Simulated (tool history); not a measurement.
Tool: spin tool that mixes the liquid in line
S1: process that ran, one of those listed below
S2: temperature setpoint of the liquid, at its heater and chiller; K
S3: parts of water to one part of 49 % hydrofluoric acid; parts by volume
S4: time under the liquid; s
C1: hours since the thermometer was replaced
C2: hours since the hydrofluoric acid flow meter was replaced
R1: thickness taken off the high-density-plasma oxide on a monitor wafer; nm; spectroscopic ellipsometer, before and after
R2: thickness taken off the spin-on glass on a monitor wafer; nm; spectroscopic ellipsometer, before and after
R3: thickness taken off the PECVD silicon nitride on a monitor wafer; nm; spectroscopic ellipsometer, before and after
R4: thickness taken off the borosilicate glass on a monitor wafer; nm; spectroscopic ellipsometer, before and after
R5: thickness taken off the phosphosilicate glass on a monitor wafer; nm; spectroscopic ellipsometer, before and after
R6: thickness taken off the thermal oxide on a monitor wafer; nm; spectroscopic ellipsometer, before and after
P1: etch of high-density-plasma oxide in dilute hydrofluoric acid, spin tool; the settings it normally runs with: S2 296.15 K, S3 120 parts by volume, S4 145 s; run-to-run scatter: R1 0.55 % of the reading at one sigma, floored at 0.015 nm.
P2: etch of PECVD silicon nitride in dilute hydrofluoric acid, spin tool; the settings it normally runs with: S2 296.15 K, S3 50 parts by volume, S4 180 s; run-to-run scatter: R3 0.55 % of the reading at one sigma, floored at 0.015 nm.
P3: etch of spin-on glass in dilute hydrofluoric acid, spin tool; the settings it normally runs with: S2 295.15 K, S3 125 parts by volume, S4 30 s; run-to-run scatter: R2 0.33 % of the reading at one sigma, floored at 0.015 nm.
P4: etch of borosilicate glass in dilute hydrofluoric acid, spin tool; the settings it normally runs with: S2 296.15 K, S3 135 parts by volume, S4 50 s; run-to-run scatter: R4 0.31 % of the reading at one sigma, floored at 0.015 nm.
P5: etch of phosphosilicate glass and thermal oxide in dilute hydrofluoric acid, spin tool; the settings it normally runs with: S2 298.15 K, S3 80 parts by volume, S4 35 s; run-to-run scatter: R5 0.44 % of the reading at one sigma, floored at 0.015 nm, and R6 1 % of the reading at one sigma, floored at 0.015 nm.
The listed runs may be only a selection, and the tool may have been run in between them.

run,hour,S1,S2,S3,S4,C1,C2,R1,R2,R3,R4,R5,R6
1,11.6,P1,296.15,120,145,671.6,981.9,7.3855,,,,,
2,20.5,P3,295.15,190,30,680.5,990.8,,5.1058,,,,
3,29.2,P2,296.15,50,180,689.2,999.5,,,5.8304,,,
4,42.4,P3,295.15,125,30,702.4,1012.7,,8.3631,,,,
5,51.8,P4,296.15,135,50,711.8,1022.1,,,,19.145,,
6,59.5,P5,298.15,120,35,719.5,1029.8,,,,,20.036,1.4329
7,70.5,P1,296.15,120,40,730.5,1040.8,2.024,,,,,
8,81.9,P5,298.15,80,35,741.9,1052.2,,,,,31.494,2.3241
9,89.8,P1,296.15,40,145,749.8,1060.1,24.369,,,,,
10,99.3,P3,295.15,125,45,759.3,1069.6,,12.514,,,,
11,108.5,P2,296.15,50,180,768.5,1078.8,,,5.8605,,,
12,115.5,P4,296.15,20,50,775.5,1085.8,,,,149.04,,
# hour 125.9: thermometer replaced
13,126,P4,296.15,135,15,0.1,1096.3,,,,5.7194,,
14,139.1,P1,301.15,120,145,13.2,1109.4,8.9306,,,,,
15,153.8,P2,296.15,50,85,27.9,1124.1,,,2.77,,,
16,161.9,P1,290.15,120,145,36,1132.2,5.8225,,,,,
17,171.7,P3,295.15,125,30,45.8,1142,,8.3619,,,,
18,178.1,P3,290.15,125,30,52.2,1148.4,,6.8407,,,,
19,191.3,P4,296.15,135,50,65.4,1161.6,,,,19.178,,
20,204.8,P2,300.15,50,180,78.9,1175.1,,,7.6565,,,
21,212.7,P1,296.15,120,220,86.8,1183,11.137,,,,,
22,226.5,P2,296.15,70,180,100.6,1196.8,,,4.2055,,,
23,237.9,P1,290.15,210,145,112,1208.2,3.0312,,,,,
24,246.1,P4,290.15,135,50,120.2,1216.4,,,,15.112,,
25,259.6,P1,296.15,120,145,133.7,1229.9,7.3608,,,,,
26,266.5,P5,298.15,80,35,140.6,1236.8,,,,,31.222,2.3055
27,274.5,P1,296.15,120,145,148.6,1244.8,7.4138,,,,,
28,284.7,P5,298.15,80,55,158.8,1255,,,,,49.581,3.5949
29,297,P5,292.15,80,35,171.1,1267.3,,,,,24.735,1.7546
30,305.4,P1,296.15,180,145,179.5,1275.7,4.5647,,,,,
31,316.7,P1,296.15,120,145,190.8,1287,7.3959,,,,,
32,328.7,P1,296.15,120,145,202.8,1299,7.3418,,,,,
33,336.2,P1,296.15,120,145,210.3,1306.5,7.1891,,,,,
34,345.3,P1,296.15,120,145,219.4,1315.6,6.9785,,,,,
35,356.3,P1,296.15,120,145,230.4,1326.6,6.8764,,,,,
36,368.4,P1,296.15,120,145,242.5,1338.7,6.8326,,,,,
37,383.1,P1,296.15,120,145,257.2,1353.4,6.7786,,,,,
38,390.7,P1,296.15,120,145,264.8,1361,6.8605,,,,,
39,403.8,P1,296.15,120,145,277.9,1374.1,6.8585,,,,,

Something has made what P1 gives creep away from where it was; the 2 causes below, each at its own stated size, fit the log equally well:
A: liquid colder than its thermometer reads (K) = 2.01
B: hydrofluoric acid flow below the setpoint (%) = 6.74
The gradual shift began around hour 328.7.

Question marks stand in for the results of the 4 check runs listed below, each run on one wafer. Under which run would the listed causes show clearly different results?
check 1,416.9,P5,298.15,80,35,,,,,,,?,?
check 2,416.9,P4,296.15,135,50,,,,,,?,,
check 3,416.9,P2,296.15,50,180,,,,,?,,,
check 4,416.9,P3,295.15,125,30,,,,?,,,,

Expected result of each check under each candidate cause:
check,result,if A,if B
check 1,R5,29.095,29.2
check 1,R6,2.1015,2.1091
check 2,R4,17.716,17.686
check 3,R3,5.1099,5.4773
check 4,R2,7.7065,7.7112
How far apart the two closest causes lie, in the result that separates them most: check 1 0.36 %; check 2 0.17 %; check 3 6.94 %; check 4 0.06 %
Check 3 tells the causes apart: in the others they would give nearly the same result.

Check 3 has now been run. It gave: R3 5.0987 nm. Which of the candidate causes is it?

Of the candidate causes, it is A: liquid colder than its thermometer reads (K).
